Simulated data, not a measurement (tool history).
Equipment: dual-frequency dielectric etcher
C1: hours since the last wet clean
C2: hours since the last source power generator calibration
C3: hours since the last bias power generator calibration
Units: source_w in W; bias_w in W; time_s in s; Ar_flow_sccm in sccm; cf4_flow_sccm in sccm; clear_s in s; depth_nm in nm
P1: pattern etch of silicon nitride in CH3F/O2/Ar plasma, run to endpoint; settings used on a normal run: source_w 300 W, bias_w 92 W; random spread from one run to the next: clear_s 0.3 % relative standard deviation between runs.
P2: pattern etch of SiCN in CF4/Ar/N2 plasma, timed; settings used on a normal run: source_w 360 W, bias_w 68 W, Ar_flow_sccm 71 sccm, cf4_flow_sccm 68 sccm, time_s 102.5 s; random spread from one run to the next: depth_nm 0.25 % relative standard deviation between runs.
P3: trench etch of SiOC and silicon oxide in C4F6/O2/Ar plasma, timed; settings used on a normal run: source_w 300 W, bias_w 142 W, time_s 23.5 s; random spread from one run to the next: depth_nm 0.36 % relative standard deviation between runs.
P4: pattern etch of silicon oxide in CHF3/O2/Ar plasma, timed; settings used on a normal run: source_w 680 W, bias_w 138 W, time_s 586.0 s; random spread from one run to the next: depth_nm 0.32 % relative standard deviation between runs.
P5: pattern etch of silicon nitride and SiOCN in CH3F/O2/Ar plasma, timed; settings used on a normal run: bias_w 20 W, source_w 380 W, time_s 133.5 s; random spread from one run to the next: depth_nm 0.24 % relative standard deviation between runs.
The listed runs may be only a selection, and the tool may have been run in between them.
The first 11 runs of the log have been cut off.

run 12 hour=85.2 | process=P2 source_w=430 bias_w=68 time_s=102.5 Ar_flow_sccm=71 cf4_flow_sccm=68 | C1=238.4 C2=913.8 C3=2089.7 | depth_nm=86.9480
run 13 hour=92.0 | process=P4 source_w=680 bias_w=138 time_s=586.0 | C1=245.2 C2=920.6 C3=2096.5 | depth_nm=1111.8000
run 14 hour=96.6 | process=P4 source_w=680 bias_w=165 time_s=586.0 | C1=249.8 C2=925.2 C3=2101.1 | depth_nm=1173.1000
run 15 hour=102.9 | process=P5 source_w=380 bias_w=20 time_s=78.5 | C1=256.1 C2=931.5 C3=2107.4 | depth_nm=9.8723
run 16 hour=108.2 | process=P5 source_w=240 bias_w=20 time_s=133.5 | C1=261.4 C2=936.8 C3=2112.7 | depth_nm=14.2710
run 17 hour=116.5 | process=P1 source_w=240 bias_w=123 | C1=269.7 C2=945.1 C3=2121.0 | clear_s=42.364
run 18 hour=125.8 | process=P4 source_w=680 bias_w=138 time_s=859.0 | C1=279.0 C2=954.4 C3=2130.3 | depth_nm=1607.3000
run 19 hour=133.7 | process=P3 source_w=190 bias_w=142 time_s=23.5 | C1=286.9 C2=962.3 C3=2138.2 | depth_nm=32.0580
run 20 hour=140.2 | process=P1 source_w=220 bias_w=92 | C1=293.4 C2=968.8 C3=2144.7 | clear_s=48.835
run 21 hour=150.0 | process=P2 source_w=360 bias_w=68 time_s=102.5 Ar_flow_sccm=71 cf4_flow_sccm=68 | C1=303.2 C2=978.6 C3=2154.5 | depth_nm=74.6690
run 22 hour=157.5 | process=P5 source_w=380 bias_w=12 time_s=133.5 | C1=310.7 C2=986.1 C3=2162.0 | depth_nm=13.5370
run 23 hour=165.4 | process=P1 source_w=300 bias_w=92 | C1=318.6 C2=994.0 C3=2169.9 | clear_s=43.746
run 24 hour=170.9 | process=P2 source_w=360 bias_w=68 time_s=102.5 Ar_flow_sccm=71 cf4_flow_sccm=49 | C1=324.1 C2=999.5 C3=2175.4 | depth_nm=71.0920
run 25 hour=175.4 | process=P2 source_w=360 bias_w=68 time_s=102.5 Ar_flow_sccm=71 cf4_flow_sccm=68 | C1=328.6 C2=1004.0 C3=2179.9 | depth_nm=74.8660
run 26 hour=182.3 | process=P2 source_w=360 bias_w=93 time_s=102.5 Ar_flow_sccm=71 cf4_flow_sccm=68 | C1=335.5 C2=1010.9 C3=2186.8 | depth_nm=83.3260

Run 27 is up next; what results do you expect?
run 27 hour=190.7 | process=P2 source_w=360 bias_w=68 time_s=70.0 Ar_flow_sccm=71 cf4_flow_sccm=68 | C1=343.9 C2=1019.3 C3=2195.2 | depth_nm=?

depth_nm: 50.8810 nm
